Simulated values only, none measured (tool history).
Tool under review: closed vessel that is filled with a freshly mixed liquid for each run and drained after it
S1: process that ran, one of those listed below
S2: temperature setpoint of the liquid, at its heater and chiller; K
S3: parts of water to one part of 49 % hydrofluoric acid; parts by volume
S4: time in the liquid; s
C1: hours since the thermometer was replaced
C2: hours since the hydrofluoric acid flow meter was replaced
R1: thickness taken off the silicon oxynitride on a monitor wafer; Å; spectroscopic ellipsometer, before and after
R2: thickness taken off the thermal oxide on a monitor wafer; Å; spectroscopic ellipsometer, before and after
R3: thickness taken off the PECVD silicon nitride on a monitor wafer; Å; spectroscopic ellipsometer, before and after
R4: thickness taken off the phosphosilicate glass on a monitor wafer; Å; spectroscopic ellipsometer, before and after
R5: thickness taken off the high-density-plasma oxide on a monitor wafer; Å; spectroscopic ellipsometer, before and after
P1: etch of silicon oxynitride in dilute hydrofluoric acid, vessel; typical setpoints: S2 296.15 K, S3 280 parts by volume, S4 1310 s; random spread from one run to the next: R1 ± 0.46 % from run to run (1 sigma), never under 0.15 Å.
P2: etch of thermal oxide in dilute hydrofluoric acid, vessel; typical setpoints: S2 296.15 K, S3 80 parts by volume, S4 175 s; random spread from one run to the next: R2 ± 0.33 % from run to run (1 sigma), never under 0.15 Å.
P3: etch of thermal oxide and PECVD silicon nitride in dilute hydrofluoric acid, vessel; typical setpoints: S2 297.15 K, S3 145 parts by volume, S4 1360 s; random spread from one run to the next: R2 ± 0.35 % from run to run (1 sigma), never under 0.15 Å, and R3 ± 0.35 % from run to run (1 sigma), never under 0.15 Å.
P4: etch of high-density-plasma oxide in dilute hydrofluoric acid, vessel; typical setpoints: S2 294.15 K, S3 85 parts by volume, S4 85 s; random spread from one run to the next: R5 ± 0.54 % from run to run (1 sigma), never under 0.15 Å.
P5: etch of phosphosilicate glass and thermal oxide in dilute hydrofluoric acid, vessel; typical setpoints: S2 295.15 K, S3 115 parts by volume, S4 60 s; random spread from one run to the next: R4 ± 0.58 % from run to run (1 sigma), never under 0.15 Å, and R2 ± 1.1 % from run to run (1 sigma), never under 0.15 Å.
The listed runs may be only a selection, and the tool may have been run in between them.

Run 1, hour 5.1: S1 P1, S2 296.15 K, S3 280 parts by volume, S4 1310 s; C1 1729.7; C2 1615.3. Result: R1 97.370 Å.
Run 2, hour 9.9: S1 P1, S2 296.15 K, S3 145 parts by volume, S4 300 s; C1 1734.5; C2 1620.1. Result: R1 47.772 Å.
Run 3, hour 15.4: S1 P1, S2 296.15 K, S3 175 parts by volume, S4 1310 s; C1 1740.0; C2 1625.6. Result: R1 167.660 Å.
Run 4, hour 21.6: S1 P1, S2 291.65 K, S3 280 parts by volume, S4 1310 s; C1 1746.2; C2 1631.8. Result: R1 79.678 Å.
Run 5, hour 26.2: S1 P1, S2 296.15 K, S3 280 parts by volume, S4 1310 s; C1 1750.8; C2 1636.4. Result: R1 96.911 Å.
Run 6, hour 30.5: S1 P2, S2 296.15 K, S3 80 parts by volume, S4 295 s; C1 1755.1; C2 1640.7. Result: R2 173.990 Å.
Run 7, hour 34.2: S1 P1, S2 296.15 K, S3 280 parts by volume, S4 465 s; C1 1758.8; C2 1644.4. Result: R1 34.506 Å.
Run 8, hour 39.3: S1 P3, S2 297.15 K, S3 145 parts by volume, S4 1360 s; C1 1763.9; C2 1649.5. Result: R2 423.660 Å, R3 430.63 Å.
Run 9, hour 45.2: S1 P5, S2 295.15 K, S3 115 parts by volume, S4 60 s; C1 1769.8; C2 1655.4. Result: R2 21.106 Å, R4 603.58 Å.
Run 10, hour 50.2: S1 P3, S2 297.15 K, S3 145 parts by volume, S4 240 s; C1 1774.8; C2 1660.4. Result: R2 74.683 Å, R3 75.73 Å.
Run 11, hour 54.4: S1 P2, S2 296.15 K, S3 125 parts by volume, S4 175 s; C1 1779.0; C2 1664.6. Result: R2 62.400 Å.
Run 12, hour 60.4: S1 P5, S2 295.15 K, S3 200 parts by volume, S4 60 s; C1 1785.0; C2 1670.6. Result: R2 11.349 Å, R4 312.31 Å.
Run 13, hour 63.5: S1 P1, S2 296.15 K, S3 455 parts by volume, S4 1310 s; C1 1788.1; C2 1673.7. Result: R1 53.047 Å.
Run 14, hour 69.2: S1 P5, S2 295.15 K, S3 115 parts by volume, S4 60 s; C1 1793.8; C2 1679.4. Result: R2 20.844 Å, R4 597.63 Å.
Run 15, hour 73.3: S1 P1, S2 296.15 K, S3 280 parts by volume, S4 1310 s; C1 1797.9; C2 1683.5. Result: R1 96.887 Å.
Run 16, hour 79.4: S1 P5, S2 295.15 K, S3 115 parts by volume, S4 30 s; C1 1804.0; C2 1689.6. Result: R2 10.420 Å, R4 298.43 Å.
At hour 81.2: thermometer replaced.
Run 17, hour 82.5: S1 P4, S2 294.15 K, S3 85 parts by volume, S4 85 s; C1 1.4; C2 1692.7. Result: R5 55.232 Å.
Run 18, hour 87.3: S1 P3, S2 291.15 K, S3 145 parts by volume, S4 1360 s; C1 6.2; C2 1697.5. Result: R2 331.020 Å, R3 289.91 Å.
Run 19, hour 90.5: S1 P3, S2 297.15 K, S3 80 parts by volume, S4 1360 s; C1 9.4; C2 1700.7. Result: R2 824.250 Å, R3 776.01 Å.
Run 20, hour 96.4: S1 P5, S2 290.15 K, S3 115 parts by volume, S4 60 s; C1 15.3; C2 1706.6. Result: R2 16.896 Å, R4 488.31 Å.
Run 21, hour 101.1: S1 P1, S2 304.15 K, S3 280 parts by volume, S4 1310 s; C1 20.0; C2 1711.3. Result: R1 134.990 Å.
Run 22, hour 106.9: S1 P4, S2 290.15 K, S3 85 parts by volume, S4 85 s; C1 25.8; C2 1717.1. Result: R5 46.435 Å.
Run 23, hour 110.0: S1 P1, S2 296.15 K, S3 280 parts by volume, S4 1310 s; C1 28.9; C2 1720.2. Result: R1 97.073 Å.
Run 24, hour 113.0: S1 P2, S2 296.15 K, S3 80 parts by volume, S4 175 s; C1 31.9; C2 1723.2. Result: R2 102.950 Å.
Run 25, hour 116.3: S1 P1, S2 296.15 K, S3 280 parts by volume, S4 1310 s; C1 35.2; C2 1726.5. Result: R1 97.095 Å.
Run 26, hour 121.4: S1 P1, S2 296.15 K, S3 280 parts by volume, S4 1980 s; C1 40.3; C2 1731.6. Result: R1 145.740 Å.
Run 27, hour 127.6: S1 P1, S2 296.15 K, S3 280 parts by volume, S4 1310 s; C1 46.5; C2 1737.8. Result: R1 97.610 Å.
Run 28, hour 133.5: S1 P4, S2 294.15 K, S3 55 parts by volume, S4 85 s; C1 52.4; C2 1743.7. Result: R5 88.285 Å.
Run 29, hour 139.4: S1 P2, S2 300.65 K, S3 80 parts by volume, S4 175 s; C1 58.3; C2 1749.6. Result: R2 122.120 Å.
Run 30, hour 142.4: S1 P4, S2 294.15 K, S3 85 parts by volume, S4 145 s; C1 61.3; C2 1752.6. Result: R5 94.357 Å.
Run 31, hour 148.0: S1 P1, S2 296.15 K, S3 280 parts by volume, S4 1310 s; C1 66.9; C2 1758.2. Result: R1 97.518 Å.
Run 32, hour 151.1: S1 P1, S2 296.15 K, S3 280 parts by volume, S4 1310 s; C1 70.0; C2 1761.3. Result: R1 94.254 Å.
Run 33, hour 154.5: S1 P1, S2 296.15 K, S3 280 parts by volume, S4 1310 s; C1 73.4; C2 1764.7. Result: R1 92.951 Å.
Run 34, hour 159.6: S1 P1, S2 296.15 K, S3 280 parts by volume, S4 1310 s; C1 78.5; C2 1769.8. Result: R1 91.356 Å.
Run 35, hour 165.6: S1 P1, S2 296.15 K, S3 280 parts by volume, S4 1310 s; C1 84.5; C2 1775.8. Result: R1 90.526 Å.
Run 36, hour 170.3: S1 P1, S2 296.15 K, S3 280 parts by volume, S4 1310 s; C1 89.2; C2 1780.5. Result: R1 90.307 Å.
Run 37, hour 175.1: S1 P1, S2 296.15 K, S3 280 parts by volume, S4 1310 s; C1 94.0; C2 1785.3. Result: R1 89.635 Å.
Run 38, hour 179.5: S1 P1, S2 296.15 K, S3 280 parts by volume, S4 1310 s; C1 98.4; C2 1789.7. Result: R1 90.018 Å.

What P1 gives has crept away from where it was. These 2 causes fit the log equally well, each at the size given:
A: hydrofluoric acid flow below the setpoint (%) = 6.46
B: liquid colder than its thermometer reads (K) = 1.83
The drift started at roughly hour 148.0.

The check runs listed below each take one wafer, and their results are still question marks. Under which run would the listed causes lead to clearly different results?
Run check 1, hour 183.9: S1 P2, S2 296.15 K, S3 80 parts by volume, S4 175 s. Result: R2 ?.
Run check 2, hour 183.9: S1 P4, S2 294.15 K, S3 85 parts by volume, S4 85 s. Result: R5 ?.
Run check 3, hour 183.9: S1 P5, S2 295.15 K, S3 115 parts by volume, S4 60 s. Result: R2 ?, R4 ?.
Run check 4, hour 183.9: S1 P3, S2 297.15 K, S3 145 parts by volume, S4 1360 s. Result: R2 ?, R3 ?.

If the cause were each of the candidates in turn, the checks would give the following:
  check  result     if A     if B
check 1      R2   95.772   95.650
check 2      R5   51.165   51.050
check 3      R2   19.482   19.523
check 3      R4   553.96   555.13
check 4      R2  388.720  391.590
check 4      R3   402.28   381.44
Gap, in per cent, between the two causes that each check separates least, read from the result that separates them most: check 1 0.13 %; check 2 0.22 %; check 3 0.21 %; check 4 5.32 %
Check 4 distinguishes between the causes, while the remaining checks would return nearly the same result for all of them.

Here is what check 4 returned: R2 388.050 Å; R3 404.32 Å. Which cause is it?

Of the candidate causes, it is A: hydrofluoric acid flow below the setpoint (%).
